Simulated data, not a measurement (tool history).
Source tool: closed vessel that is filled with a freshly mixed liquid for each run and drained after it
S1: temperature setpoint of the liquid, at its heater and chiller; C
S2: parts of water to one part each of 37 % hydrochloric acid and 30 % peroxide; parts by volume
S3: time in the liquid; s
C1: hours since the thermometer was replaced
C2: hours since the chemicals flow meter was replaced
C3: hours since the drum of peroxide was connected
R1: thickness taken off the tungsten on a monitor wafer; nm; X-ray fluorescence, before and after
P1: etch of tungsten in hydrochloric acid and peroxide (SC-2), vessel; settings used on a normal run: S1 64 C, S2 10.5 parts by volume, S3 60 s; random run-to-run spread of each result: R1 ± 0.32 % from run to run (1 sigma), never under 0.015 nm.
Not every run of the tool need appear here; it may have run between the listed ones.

{"run": 1, "hour": 3.0, "S1": 64, "S2": 10.5, "S3": 60, "C1": 223.4, "C2": 559.5, "C3": 586.9, "R1": 28.198}
{"run": 2, "hour": 7.5, "S1": 64, "S2": 4, "S3": 60, "C1": 227.9, "C2": 564, "C3": 591.4, "R1": 58.359}
{"run": 3, "hour": 12.9, "S1": 64, "S2": 10.5, "S3": 60, "C1": 233.3, "C2": 569.4, "C3": 596.8, "R1": 27.928}
{"run": 4, "hour": 16.9, "S1": 64, "S2": 10.5, "S3": 60, "C1": 237.3, "C2": 573.4, "C3": 600.8, "R1": 28.064}
{"hour": 19.0, "done": "thermometer replaced"}
{"run": 5, "hour": 22.5, "S1": 64, "S2": 10.5, "S3": 60, "C1": 3.6, "C2": 579, "C3": 606.4, "R1": 28.064}
{"run": 6, "hour": 27.5, "S1": 64, "S2": 10.5, "S3": 60, "C1": 8.6, "C2": 584, "C3": 611.4, "R1": 27.799}
{"run": 7, "hour": 33.2, "S1": 64, "S2": 10.5, "S3": 115, "C1": 14.3, "C2": 589.7, "C3": 617.1, "R1": 53.663}
{"run": 8, "hour": 38.8, "S1": 64, "S2": 18.5, "S3": 60, "C1": 19.9, "C2": 595.3, "C3": 622.7, "R1": 17.128}
{"run": 9, "hour": 44.4, "S1": 64, "S2": 10.5, "S3": 30, "C1": 25.5, "C2": 600.9, "C3": 628.3, "R1": 14.003}
{"run": 10, "hour": 49.1, "S1": 72, "S2": 18, "S3": 60, "C1": 30.2, "C2": 605.6, "C3": 633, "R1": 28.178}
{"run": 11, "hour": 54.6, "S1": 47.5, "S2": 10.5, "S3": 60, "C1": 35.7, "C2": 611.1, "C3": 638.5, "R1": 9.6431}
{"run": 12, "hour": 58.9, "S1": 72, "S2": 10.5, "S3": 60, "C1": 40, "C2": 615.4, "C3": 642.8, "R1": 44.819}
{"run": 13, "hour": 63.1, "S1": 64, "S2": 10.5, "S3": 60, "C1": 44.2, "C2": 619.6, "C3": 647, "R1": 27.985}
{"run": 14, "hour": 65.9, "S1": 64, "S2": 10.5, "S3": 60, "C1": 47, "C2": 622.4, "C3": 649.8, "R1": 28.087}
{"run": 15, "hour": 69.9, "S1": 64, "S2": 10.5, "S3": 60, "C1": 51, "C2": 626.4, "C3": 653.8, "R1": 27.087}
{"run": 16, "hour": 73.3, "S1": 64, "S2": 10.5, "S3": 60, "C1": 54.4, "C2": 629.8, "C3": 657.2, "R1": 26.527}
{"run": 17, "hour": 77.4, "S1": 64, "S2": 10.5, "S3": 60, "C1": 58.5, "C2": 633.9, "C3": 661.3, "R1": 26.532}
{"run": 18, "hour": 80.4, "S1": 64, "S2": 10.5, "S3": 60, "C1": 61.5, "C2": 636.9, "C3": 664.3, "R1": 26.299}
{"hour": 82.6, "done": "new drum of peroxide connected"}
{"run": 19, "hour": 84.6, "S1": 64, "S2": 10.5, "S3": 60, "C1": 65.7, "C2": 641.1, "C3": 2, "R1": 26.057}

For run 20, what comes out?
{"run": 20, "hour": 89.5, "S1": 64, "S2": 10.5, "S3": 60, "C1": 70.6, "C2": 646, "C3": 6.9, "R1": "?"}

For run 20 the tool returned R1 26.019 nm.

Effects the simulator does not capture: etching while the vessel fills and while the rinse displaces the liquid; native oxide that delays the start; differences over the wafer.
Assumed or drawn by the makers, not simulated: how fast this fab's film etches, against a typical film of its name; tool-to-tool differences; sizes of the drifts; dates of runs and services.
